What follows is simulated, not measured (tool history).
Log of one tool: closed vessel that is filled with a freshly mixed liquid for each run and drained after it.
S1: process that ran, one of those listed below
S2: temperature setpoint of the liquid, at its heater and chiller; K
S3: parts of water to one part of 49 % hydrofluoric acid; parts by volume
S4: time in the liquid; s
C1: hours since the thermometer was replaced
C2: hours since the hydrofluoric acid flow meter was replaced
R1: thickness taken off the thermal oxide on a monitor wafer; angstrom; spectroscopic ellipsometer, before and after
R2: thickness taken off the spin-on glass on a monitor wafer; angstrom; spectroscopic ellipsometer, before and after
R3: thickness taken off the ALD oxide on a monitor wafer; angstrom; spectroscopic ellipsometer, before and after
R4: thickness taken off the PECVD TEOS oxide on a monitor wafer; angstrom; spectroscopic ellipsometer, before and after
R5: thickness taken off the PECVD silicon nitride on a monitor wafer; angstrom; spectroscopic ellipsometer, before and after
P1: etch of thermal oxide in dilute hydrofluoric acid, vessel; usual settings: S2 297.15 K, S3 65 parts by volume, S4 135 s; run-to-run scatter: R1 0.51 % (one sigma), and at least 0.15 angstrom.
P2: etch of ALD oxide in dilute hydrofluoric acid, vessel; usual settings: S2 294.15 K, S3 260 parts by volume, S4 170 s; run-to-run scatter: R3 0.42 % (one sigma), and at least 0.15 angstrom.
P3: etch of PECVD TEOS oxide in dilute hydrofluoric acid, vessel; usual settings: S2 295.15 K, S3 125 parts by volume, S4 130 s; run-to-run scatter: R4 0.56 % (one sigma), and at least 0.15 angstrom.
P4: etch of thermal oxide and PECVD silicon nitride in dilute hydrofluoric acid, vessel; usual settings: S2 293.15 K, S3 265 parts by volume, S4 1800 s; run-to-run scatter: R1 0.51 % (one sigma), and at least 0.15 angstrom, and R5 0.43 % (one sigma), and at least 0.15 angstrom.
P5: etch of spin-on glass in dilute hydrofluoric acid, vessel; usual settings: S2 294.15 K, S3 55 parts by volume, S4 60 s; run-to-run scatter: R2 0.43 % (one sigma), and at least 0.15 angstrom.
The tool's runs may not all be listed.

run	hour	S1	S2	S3	S4	C1	C2	R1	R2	R3	R4	R5
1	14.2	P1	297.15	65	135	698.7	866.8	101.340				
2	27.1	P1	297.15	65	40	711.6	879.7	30.079				
3	37.7	P1	305.65	65	135	722.2	890.3	143.460				
4	50.4	P5	294.15	55	60	734.9	903.0		658.32			
5	64.0	P5	294.15	55	30	748.5	916.6		327.20			
6	71.1	P1	297.15	110	135	755.6	923.7	56.885				
7	80.3	P5	294.15	85	60	764.8	932.9		411.63			
8	92.3	P5	290.15	55	60	776.8	944.9		552.71			
9	100.8	P1	297.15	110	225	785.3	953.4	95.235				
10	114.8	P2	290.15	260	170	799.3	967.4			101.54		
11	122.0	P3	290.65	125	130	806.5	974.6				95.895	
12	134.1	P1	297.15	65	135	818.6	986.7	102.060				
13	143.4	P1	297.15	25	135	827.9	996.0	281.980				
14	154.1	P4	293.15	55	1800	838.6	1006.7	1389.900				417.780
15	166.2	P3	295.15	125	130	850.7	1018.8				114.190	
16	172.8	P4	290.15	265	1800	857.3	1025.4	204.590				73.833
17	181.7	P4	293.15	265	1800	866.2	1034.3	228.300				89.226
18	195.6	P2	294.15	260	315	880.1	1048.2			218.18		
19	206.8	P1	297.15	65	135	891.3	1059.4	102.620				
20	219.3	P5	294.15	55	60	903.8	1071.9		658.81			
21	229.3	P3	295.15	125	130	913.8	1081.9				114.010	
22	237.5	P2	294.15	45	170	922.0	1090.1			857.66		
23	247.1	P3	295.15	55	130	931.6	1099.7				280.330	
24	258.5	P1	290.65	65	135	943.0	1111.1	77.376				
25	266.0	P1	297.15	65	135	950.5	1118.6	101.640				
26	272.8	P2	294.15	260	170	957.3	1125.4			116.97		
27	287.0	P4	293.15	265	1800	971.5	1139.6	229.810				90.330
28	295.3	P3	295.15	125	30	979.8	1147.9				26.514	
29	307.9	P1	297.15	65	135	992.4	1160.5	101.750				
30	321.9	P4	293.15	265	2940	1006.4	1174.5	375.070				148.290
31	328.2	P1	297.15	65	225	1012.7	1180.8	170.180				
32	340.7	P1	297.15	65	135	1025.2	1193.3	102.730				
33	347.5	P1	297.15	65	135	1032.0	1200.1	103.670				
34	353.8	P1	297.15	65	135	1038.3	1206.4	104.750				
35	367.8	P1	297.15	65	135	1052.3	1220.4	107.780				
36	380.5	P1	297.15	65	135	1065.0	1233.1	108.300				
37	391.4	P1	297.15	65	135	1075.9	1244.0	109.430				
38	400.2	P1	297.15	65	135	1084.7	1252.8	110.050				
39	413.1	P1	297.15	65	135	1097.6	1265.7	110.790				
40	424.1	P1	297.15	65	135	1108.6	1276.7	111.440				
41	434.4	P1	297.15	65	135	1118.9	1287.0	111.270				
42	446.0	P1	297.15	65	135	1130.5	1298.6	110.680				
43	453.1	P1	297.15	65	135	1137.6	1305.7	111.450				

What P1 gives has crept away from where it was. These 2 causes fit the log equally well, each at the size given:
A: liquid hotter than its thermometer reads (K) = 2.09
B: hydrofluoric acid flow above the setpoint (%) = 8.11
The creep began at about hour 340.7.

4 check runs are offered, one wafer each, their results left as question marks. Which one tells the causes apart?
check 1	460.2	P2	294.15	65	235					?		
check 2	460.2	P3	295.15	85	130						?	
check 3	460.2	P5	294.15	80	60				?			
check 4	460.2	P4	293.15	60	2430			?				?

What each check would give under each cause:
check	result	if A	if B
check 1	R3	873.94	871.82
check 2	R4	191.280	191.530
check 3	R2	478.61	478.42
check 4	R1	1851.700	1844.200
check 4	R5	595.550	556.660
How far apart the two closest causes lie, in the result that separates them most: check 1 0.24 %; check 2 0.13 %; check 3 0.04 %; check 4 6.75 %
Check 4 tells the causes apart: in the others they would give nearly the same result.

Then check 4 was run and gave: R1 1831.200 angstrom; R5 555.590 angstrom. Which cause is it?

It is B: hydrofluoric acid flow above the setpoint (%).
